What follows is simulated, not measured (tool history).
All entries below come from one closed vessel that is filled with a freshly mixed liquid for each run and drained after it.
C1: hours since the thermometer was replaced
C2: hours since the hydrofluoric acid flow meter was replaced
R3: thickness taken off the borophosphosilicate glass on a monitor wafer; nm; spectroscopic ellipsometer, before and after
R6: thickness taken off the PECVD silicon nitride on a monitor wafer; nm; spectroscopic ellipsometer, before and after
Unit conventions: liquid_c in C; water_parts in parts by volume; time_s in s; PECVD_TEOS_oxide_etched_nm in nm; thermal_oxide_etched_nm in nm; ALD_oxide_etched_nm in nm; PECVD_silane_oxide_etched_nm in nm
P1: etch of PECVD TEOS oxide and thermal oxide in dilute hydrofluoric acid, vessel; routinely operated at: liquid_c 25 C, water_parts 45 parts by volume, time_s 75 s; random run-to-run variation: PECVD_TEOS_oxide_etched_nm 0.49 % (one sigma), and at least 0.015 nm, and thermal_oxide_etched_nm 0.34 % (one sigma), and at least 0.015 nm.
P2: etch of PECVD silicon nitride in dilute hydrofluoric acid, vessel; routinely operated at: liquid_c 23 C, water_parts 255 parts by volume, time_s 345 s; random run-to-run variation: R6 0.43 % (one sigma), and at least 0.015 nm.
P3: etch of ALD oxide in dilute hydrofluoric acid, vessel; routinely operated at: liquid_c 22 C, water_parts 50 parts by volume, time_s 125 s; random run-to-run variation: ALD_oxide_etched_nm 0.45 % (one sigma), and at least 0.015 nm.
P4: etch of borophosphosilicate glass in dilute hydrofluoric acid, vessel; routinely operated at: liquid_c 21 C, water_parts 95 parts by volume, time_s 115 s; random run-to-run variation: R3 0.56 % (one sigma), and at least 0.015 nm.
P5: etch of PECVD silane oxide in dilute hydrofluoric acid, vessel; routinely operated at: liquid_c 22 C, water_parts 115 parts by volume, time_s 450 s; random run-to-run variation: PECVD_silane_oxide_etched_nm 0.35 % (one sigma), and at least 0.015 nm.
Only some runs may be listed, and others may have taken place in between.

{"run": 1, "hour": 4.5, "process": "P1", "liquid_c": 25, "water_parts": 45, "time_s": 75, "C1": 382.2, "C2": 1263.5, "PECVD_TEOS_oxide_etched_nm": 36.443, "thermal_oxide_etched_nm": 9.0715}
{"run": 2, "hour": 9.9, "process": "P4", "liquid_c": 21, "water_parts": 30, "time_s": 115, "C1": 387.6, "C2": 1268.9, "R3": 206.07}
{"run": 3, "hour": 14.7, "process": "P3", "liquid_c": 25.5, "water_parts": 50, "time_s": 125, "C1": 392.4, "C2": 1273.7, "ALD_oxide_etched_nm": 27.775}
{"run": 4, "hour": 17.2, "process": "P1", "liquid_c": 25, "water_parts": 45, "time_s": 30, "C1": 394.9, "C2": 1276.2, "PECVD_TEOS_oxide_etched_nm": 14.605, "thermal_oxide_etched_nm": 3.6184}
{"run": 5, "hour": 22.4, "process": "P1", "liquid_c": 25, "water_parts": 25, "time_s": 75, "C1": 400.1, "C2": 1281.4, "PECVD_TEOS_oxide_etched_nm": 67.725, "thermal_oxide_etched_nm": 16.717}
{"run": 6, "hour": 27.0, "process": "P5", "liquid_c": 22, "water_parts": 185, "time_s": 450, "C1": 404.7, "C2": 1286, "PECVD_silane_oxide_etched_nm": 30.055}
{"run": 7, "hour": 31.3, "process": "P1", "liquid_c": 25, "water_parts": 45, "time_s": 75, "C1": 409, "C2": 1290.3, "PECVD_TEOS_oxide_etched_nm": 36.311, "thermal_oxide_etched_nm": 9.06}
{"run": 8, "hour": 35.0, "process": "P1", "liquid_c": 25, "water_parts": 45, "time_s": 140, "C1": 412.7, "C2": 1294, "PECVD_TEOS_oxide_etched_nm": 68.72, "thermal_oxide_etched_nm": 16.845}
{"run": 9, "hour": 39.3, "process": "P2", "liquid_c": 23, "water_parts": 255, "time_s": 345, "C1": 417, "C2": 1298.3, "R6": 7.4972}
{"run": 10, "hour": 42.4, "process": "P5", "liquid_c": 22, "water_parts": 115, "time_s": 450, "C1": 420.1, "C2": 1301.4, "PECVD_silane_oxide_etched_nm": 52.24}
{"run": 11, "hour": 45.7, "process": "P1", "liquid_c": 25, "water_parts": 45, "time_s": 75, "C1": 423.4, "C2": 1304.7, "PECVD_TEOS_oxide_etched_nm": 36.386, "thermal_oxide_etched_nm": 9.0972}
{"run": 12, "hour": 49.1, "process": "P4", "liquid_c": 17, "water_parts": 95, "time_s": 115, "C1": 426.8, "C2": 1308.1, "R3": 50.489}
{"run": 13, "hour": 53.8, "process": "P5", "liquid_c": 22, "water_parts": 115, "time_s": 690, "C1": 431.5, "C2": 1312.8, "PECVD_silane_oxide_etched_nm": 80.362}
{"run": 14, "hour": 58.1, "process": "P3", "liquid_c": 22, "water_parts": 20, "time_s": 125, "C1": 435.8, "C2": 1317.1, "ALD_oxide_etched_nm": 62.566}
{"run": 15, "hour": 61.1, "process": "P1", "liquid_c": 25, "water_parts": 45, "time_s": 75, "C1": 438.8, "C2": 1320.1, "PECVD_TEOS_oxide_etched_nm": 36.575, "thermal_oxide_etched_nm": 9.0337}
{"run": 16, "hour": 63.8, "process": "P1", "liquid_c": 25, "water_parts": 75, "time_s": 45, "C1": 441.5, "C2": 1322.8, "PECVD_TEOS_oxide_etched_nm": 12.65, "thermal_oxide_etched_nm": 3.1139}
{"run": 17, "hour": 68.5, "process": "P1", "liquid_c": 17.5, "water_parts": 45, "time_s": 75, "C1": 446.2, "C2": 1327.5, "PECVD_TEOS_oxide_etched_nm": 26.713, "thermal_oxide_etched_nm": 6.619}
{"run": 18, "hour": 71.7, "process": "P2", "liquid_c": 23, "water_parts": 450, "time_s": 345, "C1": 449.4, "C2": 1330.7, "R6": 4.2582}
{"run": 19, "hour": 75.3, "process": "P3", "liquid_c": 22, "water_parts": 50, "time_s": 30, "C1": 453, "C2": 1334.3, "ALD_oxide_etched_nm": 5.7907}
{"run": 20, "hour": 80.7, "process": "P1", "liquid_c": 25, "water_parts": 75, "time_s": 75, "C1": 458.4, "C2": 1339.7, "PECVD_TEOS_oxide_etched_nm": 21.082, "thermal_oxide_etched_nm": 5.2275}
{"run": 21, "hour": 83.6, "process": "P2", "liquid_c": 28.5, "water_parts": 255, "time_s": 345, "C1": 461.3, "C2": 1342.6, "R6": 10.421}
{"run": 22, "hour": 86.7, "process": "P3", "liquid_c": 22, "water_parts": 50, "time_s": 125, "C1": 464.4, "C2": 1345.7, "ALD_oxide_etched_nm": 24.186}
{"run": 23, "hour": 91.0, "process": "P3", "liquid_c": 22, "water_parts": 50, "time_s": 125, "C1": 468.7, "C2": 1350, "ALD_oxide_etched_nm": 24.111}
{"run": 24, "hour": 94.9, "process": "P4", "liquid_c": 21, "water_parts": 95, "time_s": 115, "C1": 472.6, "C2": 1353.9, "R3": 60.309}
{"run": 25, "hour": 99.7, "process": "P2", "liquid_c": 23, "water_parts": 255, "time_s": 615, "C1": 477.4, "C2": 1358.7, "R6": 13.358}
{"run": 26, "hour": 103.4, "process": "P5", "liquid_c": 27, "water_parts": 115, "time_s": 450, "C1": 481.1, "C2": 1362.4, "PECVD_silane_oxide_etched_nm": 63.698}
{"run": 27, "hour": 105.9, "process": "P1", "liquid_c": 31, "water_parts": 45, "time_s": 75, "C1": 483.6, "C2": 1364.9, "PECVD_TEOS_oxide_etched_nm": 46.964, "thermal_oxide_etched_nm": 11.478}
{"run": 28, "hour": 109.8, "process": "P1", "liquid_c": 25, "water_parts": 45, "time_s": 75, "C1": 487.5, "C2": 1368.8, "PECVD_TEOS_oxide_etched_nm": 36.499, "thermal_oxide_etched_nm": 9.093}
{"run": 29, "hour": 113.3, "process": "P4", "liquid_c": 21, "water_parts": 95, "time_s": 115, "C1": 491, "C2": 1372.3, "R3": 59.47}
{"run": 30, "hour": 115.8, "process": "P2", "liquid_c": 23, "water_parts": 255, "time_s": 345, "C1": 493.5, "C2": 1374.8, "R6": 7.4366}
{"run": 31, "hour": 120.5, "process": "P1", "liquid_c": 18, "water_parts": 45, "time_s": 115, "C1": 498.2, "C2": 1379.5, "PECVD_TEOS_oxide_etched_nm": 41.901, "thermal_oxide_etched_nm": 10.309}
{"run": 32, "hour": 124.9, "process": "P4", "liquid_c": 21, "water_parts": 95, "time_s": 190, "C1": 502.6, "C2": 1383.9, "R3": 98.521}
{"run": 33, "hour": 129.2, "process": "P1", "liquid_c": 25, "water_parts": 45, "time_s": 75, "C1": 506.9, "C2": 1388.2, "PECVD_TEOS_oxide_etched_nm": 36.271, "thermal_oxide_etched_nm": 9.0171}
{"run": 34, "hour": 133.8, "process": "P1", "liquid_c": 25, "water_parts": 45, "time_s": 75, "C1": 511.5, "C2": 1392.8, "PECVD_TEOS_oxide_etched_nm": 38.584, "thermal_oxide_etched_nm": 9.4619}
{"run": 35, "hour": 137.2, "process": "P1", "liquid_c": 25, "water_parts": 45, "time_s": 75, "C1": 514.9, "C2": 1396.2, "PECVD_TEOS_oxide_etched_nm": 39.357, "thermal_oxide_etched_nm": 9.6932}
{"run": 36, "hour": 141.4, "process": "P1", "liquid_c": 25, "water_parts": 45, "time_s": 75, "C1": 519.1, "C2": 1400.4, "PECVD_TEOS_oxide_etched_nm": 39.821, "thermal_oxide_etched_nm": 9.7834}
{"run": 37, "hour": 146.7, "process": "P1", "liquid_c": 25, "water_parts": 45, "time_s": 75, "C1": 524.4, "C2": 1405.7, "PECVD_TEOS_oxide_etched_nm": 40.149, "thermal_oxide_etched_nm": 9.8713}
{"run": 38, "hour": 149.6, "process": "P1", "liquid_c": 25, "water_parts": 45, "time_s": 75, "C1": 527.3, "C2": 1408.6, "PECVD_TEOS_oxide_etched_nm": 40.451, "thermal_oxide_etched_nm": 9.8735}
{"run": 39, "hour": 152.8, "process": "P1", "liquid_c": 25, "water_parts": 45, "time_s": 75, "C1": 530.5, "C2": 1411.8, "PECVD_TEOS_oxide_etched_nm": 39.918, "thermal_oxide_etched_nm": 9.9079}
{"run": 40, "hour": 156.0, "process": "P1", "liquid_c": 25, "water_parts": 45, "time_s": 75, "C1": 533.7, "C2": 1415, "PECVD_TEOS_oxide_etched_nm": 40.34, "thermal_oxide_etched_nm": 9.8933}

The output of P1 has drifted from where it used to be. Each of the 2 causes below, taken at the size shown beside it, accounts for the log equally well:
A: hydrofluoric acid flow above the setpoint (%) = 9.24
B: liquid hotter than its thermometer reads (K) = 2.31
The process output started creeping at around hour 129.2.

Listed below are the offered check runs, one wafer per run, with question marks in place of results. For which of them would the causes give clearly different outcomes?
{"run": "check 1", "hour": 159.2, "process": "P4", "liquid_c": 21, "water_parts": 95, "time_s": 115, "R3": "?"}
{"run": "check 2", "hour": 159.2, "process": "P5", "liquid_c": 22, "water_parts": 115, "time_s": 450, "PECVD_silane_oxide_etched_nm": "?"}
{"run": "check 3", "hour": 159.2, "process": "P3", "liquid_c": 22, "water_parts": 50, "time_s": 125, "ALD_oxide_etched_nm": "?"}
{"run": "check 4", "hour": 159.2, "process": "P2", "liquid_c": 23, "water_parts": 255, "time_s": 345, "R6": "?"}

What each check would give under each cause:
check=check_1 result=R3 if_A=65.756 if_B=65.469
check=check_2 result=PECVD_silane_oxide_etched_nm if_A=57.786 if_B=57.304
check=check_3 result=ALD_oxide_etched_nm if_A=26.41 if_B=26.461
check=check_4 result=R6 if_A=8.1545 if_B=8.6233
Minimum pairwise separation of causes per check, each pair taken at its best-separating result: check 1 0.44 %; check 2 0.84 %; check 3 0.2 %; check 4 5.59 %
Check 4 tells the causes apart: in the others they would give nearly the same result.

Check 4 was then run and gave: R6 8.6411 nm. Which cause is it?

The cause is B: liquid hotter than its thermometer reads (K).

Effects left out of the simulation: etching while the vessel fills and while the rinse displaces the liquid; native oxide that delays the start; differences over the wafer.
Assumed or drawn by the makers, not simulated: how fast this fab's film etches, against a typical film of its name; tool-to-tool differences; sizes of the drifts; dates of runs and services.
